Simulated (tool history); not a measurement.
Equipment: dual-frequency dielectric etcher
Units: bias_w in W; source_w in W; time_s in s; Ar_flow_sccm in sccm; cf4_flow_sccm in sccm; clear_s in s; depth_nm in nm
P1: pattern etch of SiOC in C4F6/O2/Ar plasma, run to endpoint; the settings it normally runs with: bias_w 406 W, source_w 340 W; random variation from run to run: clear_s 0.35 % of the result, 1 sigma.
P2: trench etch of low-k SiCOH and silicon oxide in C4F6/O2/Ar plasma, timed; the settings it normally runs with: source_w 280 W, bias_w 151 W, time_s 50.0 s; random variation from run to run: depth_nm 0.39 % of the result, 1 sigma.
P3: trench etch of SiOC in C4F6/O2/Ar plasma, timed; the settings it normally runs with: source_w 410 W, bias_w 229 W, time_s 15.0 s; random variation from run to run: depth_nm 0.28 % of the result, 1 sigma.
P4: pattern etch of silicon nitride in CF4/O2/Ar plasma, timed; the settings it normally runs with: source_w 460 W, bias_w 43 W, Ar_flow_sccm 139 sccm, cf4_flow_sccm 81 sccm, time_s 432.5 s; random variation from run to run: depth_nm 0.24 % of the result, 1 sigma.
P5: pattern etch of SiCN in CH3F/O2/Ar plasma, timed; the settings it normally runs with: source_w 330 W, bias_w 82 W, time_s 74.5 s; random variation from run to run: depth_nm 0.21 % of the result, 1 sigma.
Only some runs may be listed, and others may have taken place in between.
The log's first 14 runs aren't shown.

run	hour	process	bias_w	source_w	time_s	Ar_flow_sccm	cf4_flow_sccm	clear_s	depth_nm
15	49.3	P1	406	230				11.4930	
16	51.7	P5	82	330	94.0				35.427
17	54.5	P3	229	410	15.0				34.035
# hour 56.6: bias power generator calibrated
18	57.8	P1	551	340				8.9448	
19	61.2	P2	151	280	68.0				181.050
20	65.8	P2	183	280	50.0				141.770
21	69.5	P3	229	260	15.0				28.541
22	73.6	P4	43	460	432.5	139	81		694.100
23	75.8	P3	229	410	21.5				48.465
24	78.1	P4	43	460	432.5	180	81		665.980
25	81.7	P3	229	410	15.0				33.905
26	84.3	P1	406	340				9.9226	
27	86.4	P1	406	460				8.8826	
28	88.6	P4	43	460	606.5	139	81		972.370
# hour 90.0: source power generator calibrated
29	91.7	P5	82	390	74.5				29.876
30	94.1	P5	82	330	74.5				27.967
31	97.0	P4	43	460	432.5	139	81		693.730
32	100.9	P1	406	340				9.9494	
33	104.8	P1	406	340				10.0180	
34	107.2	P1	406	340				10.1340	
35	111.8	P1	406	340				10.1150	

Run 36 has not been measured yet. What should we expect?
# hour 113.5: wet clean of the chamber
36	114.9	P1	406	340				?	

{"run 36": {"clear_s": 10.109}}
